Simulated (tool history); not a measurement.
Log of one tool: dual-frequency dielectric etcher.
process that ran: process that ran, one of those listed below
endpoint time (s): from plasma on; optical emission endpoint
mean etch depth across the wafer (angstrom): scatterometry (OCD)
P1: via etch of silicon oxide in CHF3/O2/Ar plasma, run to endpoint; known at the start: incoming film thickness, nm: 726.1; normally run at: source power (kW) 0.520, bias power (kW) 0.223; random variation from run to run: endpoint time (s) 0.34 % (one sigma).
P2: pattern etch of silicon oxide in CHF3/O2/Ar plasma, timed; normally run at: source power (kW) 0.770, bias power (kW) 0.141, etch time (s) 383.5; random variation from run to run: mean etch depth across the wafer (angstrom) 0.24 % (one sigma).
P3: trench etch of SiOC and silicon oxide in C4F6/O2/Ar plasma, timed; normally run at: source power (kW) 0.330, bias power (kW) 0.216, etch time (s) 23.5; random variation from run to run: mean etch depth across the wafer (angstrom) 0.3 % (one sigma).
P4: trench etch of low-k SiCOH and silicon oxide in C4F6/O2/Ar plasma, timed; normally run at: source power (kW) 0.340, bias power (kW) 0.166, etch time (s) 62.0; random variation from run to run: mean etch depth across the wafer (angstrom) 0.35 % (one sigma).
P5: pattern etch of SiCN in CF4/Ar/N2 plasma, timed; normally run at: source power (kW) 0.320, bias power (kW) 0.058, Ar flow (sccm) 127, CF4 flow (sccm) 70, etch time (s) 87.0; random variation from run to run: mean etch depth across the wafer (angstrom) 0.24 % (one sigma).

run,hour,process that ran,source power (kW),bias power (kW),etch time (s),Ar flow (sccm),CF4 flow (sccm),hours since the last wet clean,hours since the last source power generator calibration,hours since the last bias power generator calibration,endpoint time (s),mean etch depth across the wafer (angstrom)
1,12.6,P1,0.520,0.223,,,,187.9,765.7,1519.0,356.34,
2,25.6,P3,0.330,0.175,23.5,,,200.9,778.7,1532.0,,420.19
3,42.3,P2,0.770,0.184,383.5,,,217.6,795.4,1548.7,,8636.20
4,54.6,P1,0.520,0.309,,,,229.9,807.7,1561.0,315.85,
5,68.5,P1,0.350,0.290,,,,243.8,821.6,1574.9,374.91,
6,82.6,P3,0.250,0.216,23.5,,,257.9,835.7,1589.0,,406.97
7,98.8,P4,0.340,0.166,46.5,,,274.1,851.9,1605.2,,1355.20
8,109.8,P2,1.010,0.141,383.5,,,285.1,862.9,1616.2,,8827.50
9,126.6,P4,0.340,0.166,62.0,,,301.9,879.7,1633.0,,1805.70
10,137.4,P4,0.340,0.221,62.0,,,312.7,890.5,1643.8,,1993.00
11,147.6,P4,0.340,0.166,62.0,,,322.9,900.7,1654.0,,1793.40
12,164.9,P5,0.320,0.041,87.0,127,70,340.2,918.0,1671.3,,429.78
13,177.1,P3,0.330,0.216,32.5,,,352.4,930.2,1683.5,,624.24
14,187.5,P1,0.520,0.158,,,,362.8,940.6,1693.9,399.88,
15,196.8,P5,0.250,0.058,87.0,127,70,372.1,949.9,1703.2,,390.93
16,209.1,P1,0.520,0.223,,,,384.4,962.2,1715.5,356.04,
17,220.1,P1,0.520,0.223,,,,395.4,973.2,1726.5,356.46,
18,236.3,P3,0.330,0.216,23.5,,,411.6,989.4,1742.7,,451.64
19,249.5,P2,0.770,0.141,383.5,,,424.8,1002.6,1755.9,,7919.90
20,261.1,P5,0.320,0.058,87.0,163,70,436.4,1014.2,1767.5,,467.39
21,273.0,P5,0.320,0.058,116.0,127,70,448.3,1026.1,1779.4,,644.46
22,281.2,P1,0.520,0.223,,,,456.5,1034.3,1787.6,357.07,
23,299.1,P4,0.250,0.166,62.0,,,474.4,1052.2,1805.5,,1606.70
24,312.6,P2,0.770,0.141,520.5,,,487.9,1065.7,1819.0,,10763.00
25,325.1,P5,0.320,0.058,87.0,127,70,500.4,1078.2,1831.5,,486.53
26,336.6,P1,0.520,0.223,,,,511.9,1089.7,1843.0,355.83,
27,350.6,P5,0.320,0.058,87.0,127,42,525.9,1103.7,1857.0,,446.26
28,367.1,P1,0.410,0.223,,,,542.4,1120.2,1873.5,393.35,
29,376.8,P1,0.520,0.223,,,,552.1,1129.9,1883.2,357.91,

Run 30 comes next. What will it give?
30,387.8,P1,0.620,0.223,,,,563.1,1140.9,1894.2,?,

endpoint time (s): 333.53

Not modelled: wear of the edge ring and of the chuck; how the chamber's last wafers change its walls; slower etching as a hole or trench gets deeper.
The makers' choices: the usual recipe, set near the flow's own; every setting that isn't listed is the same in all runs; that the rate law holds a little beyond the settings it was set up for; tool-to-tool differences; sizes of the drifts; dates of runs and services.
